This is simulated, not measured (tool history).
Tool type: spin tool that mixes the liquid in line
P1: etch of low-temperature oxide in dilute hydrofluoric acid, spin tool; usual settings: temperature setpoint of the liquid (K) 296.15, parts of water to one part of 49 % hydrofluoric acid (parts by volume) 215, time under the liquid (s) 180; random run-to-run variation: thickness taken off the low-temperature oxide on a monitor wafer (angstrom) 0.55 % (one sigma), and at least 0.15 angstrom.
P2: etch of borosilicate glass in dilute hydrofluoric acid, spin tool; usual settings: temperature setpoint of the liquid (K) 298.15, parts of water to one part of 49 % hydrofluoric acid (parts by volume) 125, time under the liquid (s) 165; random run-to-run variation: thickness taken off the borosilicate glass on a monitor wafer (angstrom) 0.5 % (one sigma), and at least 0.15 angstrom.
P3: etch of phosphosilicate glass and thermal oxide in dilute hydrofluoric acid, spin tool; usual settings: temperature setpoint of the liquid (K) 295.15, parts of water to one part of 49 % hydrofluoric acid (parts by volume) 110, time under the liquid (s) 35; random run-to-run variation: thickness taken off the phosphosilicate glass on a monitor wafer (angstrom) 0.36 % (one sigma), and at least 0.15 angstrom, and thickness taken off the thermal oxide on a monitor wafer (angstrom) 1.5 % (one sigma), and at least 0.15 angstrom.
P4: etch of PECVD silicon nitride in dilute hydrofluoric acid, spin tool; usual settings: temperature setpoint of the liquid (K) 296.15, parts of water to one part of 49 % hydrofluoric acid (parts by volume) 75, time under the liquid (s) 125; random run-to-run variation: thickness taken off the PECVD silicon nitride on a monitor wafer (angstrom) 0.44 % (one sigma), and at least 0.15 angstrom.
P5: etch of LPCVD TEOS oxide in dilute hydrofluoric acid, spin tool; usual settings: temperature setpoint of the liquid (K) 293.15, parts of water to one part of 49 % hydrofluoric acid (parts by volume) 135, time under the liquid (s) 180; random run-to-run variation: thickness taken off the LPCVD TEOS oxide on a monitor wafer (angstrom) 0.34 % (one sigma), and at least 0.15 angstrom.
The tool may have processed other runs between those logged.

run   hour  process that ran  temperature setpoint of the liquid (K)  parts of water to one part of 49 % hydrofluoric acid (parts by volume)  time under the liquid (s)  hours since the thermometer was replaced  hours since the hydrofluoric acid flow meter was replaced  thickness taken off the low-temperature oxide on a monitor wafer (angstrom)  thickness taken off the phosphosilicate glass on a monitor wafer (angstrom)  thickness taken off the thermal oxide on a monitor wafer (angstrom)  thickness taken off the borosilicate glass on a monitor wafer (angstrom)  thickness taken off the PECVD silicon nitride on a monitor wafer (angstrom)  thickness taken off the LPCVD TEOS oxide on a monitor wafer (angstrom)
  1   10.8                P1                                  296.15                                                                     215                        180                                     354.0                                                      267.8                                                                      154.610
  2   19.8                P1                                  296.15                                                                     215                        180                                     363.0                                                      276.8                                                                      153.780
  3   30.4                P3                                  295.15                                                                     180                         35                                     373.6                                                      287.4                                                                                                                                                   118.820                                                               8.4132
  4   38.9                P2                                  298.15                                                                     125                        165                                     382.1                                                      295.9                                                                                                                                                                                                                                                                                                  307.180
  5   50.6                P1                                  299.65                                                                     215                         40                                     393.8                                                      307.6                                                                       39.077
  6   61.7                P1                                  290.15                                                                     215                        180                                     404.9                                                      318.7                                                                      122.610
  7   72.4                P4                                  296.15                                                                      75                        220                                     415.6                                                      329.4                                                                                                                                                                                                                                                                                                                                                                               150.830
  8   83.9                P1                                  296.15                                                                     215                        180                                     427.1                                                      340.9                                                                      154.750
  9   90.4                P1                                  303.65                                                                     215                        280                                     433.6                                                      347.4                                                                      313.560
 10  101.8                P4                                  296.15                                                                      75                        125                                     445.0                                                      358.8                                                                                                                                                                                                                                                                                                                                                                                85.510
 11  113.4                P1                                  296.15                                                                     325                        180                                     456.6                                                      370.4                                                                       92.202
 12  126.6                P1                                  296.15                                                                     215                        180                                     469.8                                                      383.6                                                                      154.030
 13  135.1                P5                                  293.15                                                                     205                        180                                     478.3                                                      392.1                                                                                                                                                                                                                                                                                                                                                                                                                                                        273.73
 14  146.1                P1                                  296.15                                                                     215                        180                                     489.3                                                      403.1                                                                      154.050
 15  152.9                P3                                  295.15                                                                     110                         35                                     496.1                                                      409.9                                                                                                                                                   208.770                                                              14.8360
 16  166.8                P5                                  300.15                                                                     135                        180                                     510.0                                                      423.8                                                                                                                                                                                                                                                                                                                                                                                                                                                        587.68
 17  175.3                P2                                  304.15                                                                     125                        165                                     518.5                                                      432.3                                                                                                                                                                                                                                                                                                  387.650
 18  182.0                P1                                  302.65                                                                     215                         50                                     525.2                                                      439.0                                                                       53.976
 19  191.6                P2                                  298.15                                                                     185                        165                                     534.8                                                      448.6                                                                                                                                                                                                                                                                                                  192.590
 20  201.8                P1                                  296.15                                                                     215                         30                                     545.0                                                      458.8                                                                       25.597
 21  215.1                P3                                  295.15                                                                     110                         15                                     558.3                                                      472.1                                                                                                                                                    90.018                                                               6.2719
 22  226.0                P1                                  296.15                                                                     215                        180                                     569.2                                                      483.0                                                                      153.460
 23  234.4                P3                                  300.65                                                                     110                         35                                     577.6                                                      491.4                                                                                                                                                   259.270                                                              18.1970
 24  243.5                P4                                  296.15                                                                     125                        125                                     586.7                                                      500.5                                                                                                                                                                                                                                                                                                                                                                                51.692
 25  250.3                P1                                  299.65                                                                     215                        180                                     593.5                                                      507.3                                                                      175.510
 26  263.5                P5                                  293.15                                                                     135                        295                                     606.7                                                      520.5                                                                                                                                                                                                                                                                                                                                                                                                                                                        729.18
 27  271.1                P3                                  295.15                                                                     110                         35                                     614.3                                                      528.1                                                                                                                                                   210.170                                                              14.6890
 28  284.8                P1                                  296.15                                                                     215                        275                                     628.0                                                      541.8                                                                      234.820
 29  291.7                P5                                  293.15                                                                     135                        180                                     634.9                                                      548.7                                                                                                                                                                                                                                                                                                                                                                                                                                                        444.96
 30  300.7                P1                                  296.15                                                                      45                        180                                     643.9                                                      557.7                                                                      893.470
 31  311.8                P1                                  296.15                                                                     215                        180                                     655.0                                                      568.8                                                                      154.220
 32  325.0                P2                                  298.15                                                                     125                         15                                     668.2                                                      582.0                                                                                                                                                                                                                                                                                                   27.888
 33  331.1                P2                                  298.15                                                                     125                        165                                     674.3                                                      588.1                                                                                                                                                                                                                                                                                                  307.080
 34  342.9                P4                                  303.65                                                                      75                        125                                     686.1                                                      599.9                                                                                                                                                                                                                                                                                                                                                                               140.550
 35  353.9                P1                                  296.15                                                                     215                        180                                     697.1                                                      610.9                                                                      153.070
 36  365.9                P1                                  296.15                                                                     215                        180                                     709.1                                                      622.9                                                                      157.920
 37  379.3                P1                                  296.15                                                                     215                        180                                     722.5                                                      636.3                                                                      159.500
 38  388.4                P1                                  296.15                                                                     215                        180                                     731.6                                                      645.4                                                                      163.090
 39  401.3                P1                                  296.15                                                                     215                        180                                     744.5                                                      658.3                                                                      162.820
 40  409.8                P1                                  296.15                                                                     215                        180                                     753.0                                                      666.8                                                                      161.890
 41  421.6                P1                                  296.15                                                                     215                        180                                     764.8                                                      678.6                                                                      162.890
 42  428.9                P1                                  296.15                                                                     215                        180                                     772.1                                                      685.9                                                                      163.810

P1 no longer gives what it gave before; its output has crept away from where it was. The following 2 causes, each at its listed size, fit the log equally well:
A: liquid hotter than its thermometer reads (K) = 1.7
B: hydrofluoric acid flow above the setpoint (%) = 5.22
The drift started at roughly hour 353.9.

Listed below are the offered check runs, one wafer per run, with question marks in place of results. For which of them would the causes give clearly different outcomes?
check 1  436.2                P4                                  299.65                                                                     125                        125                                                                                                                                                                                                                                                                                                                                                                                                                                                                                          ?
check 2  436.2                P5                                  299.15                                                                     185                        180                                                                                                                                                                                                                                                                                                                                                                                                                                                                                                                                                                  ?
check 3  436.2                P3                                  300.15                                                                     110                         35                                                                                                                                                                                                                                                              ?                                                                    ?
check 4  436.2                P2                                  302.65                                                                     125                         20                                                                                                                                                                                                                                                                                                                                                                                                             ?

If the cause were each of the candidates in turn, the checks would give the following:
  check                                                                       result     if A     if B
check 1  thickness taken off the PECVD silicon nitride on a monitor wafer (angstrom)   72.489   68.473
check 2       thickness taken off the LPCVD TEOS oxide on a monitor wafer (angstrom)   411.15   411.12
check 3  thickness taken off the phosphosilicate glass on a monitor wafer (angstrom)  271.960  270.210
check 3          thickness taken off the thermal oxide on a monitor wafer (angstrom)  19.4470  19.3210
check 4     thickness taken off the borosilicate glass on a monitor wafer (angstrom)   47.014   46.876
How far apart the two closest causes lie, in the result that separates them most: check 1 5.7 %; check 2 0.01 %; check 3 0.65 %; check 4 0.29 %
Check 1 tells the causes apart: in the others they would give nearly the same result.

Here is what check 1 returned: thickness taken off the PECVD silicon nitride on a monitor wafer (angstrom) 72.476. Which cause is it?

It was cause A: liquid hotter than its thermometer reads (K).
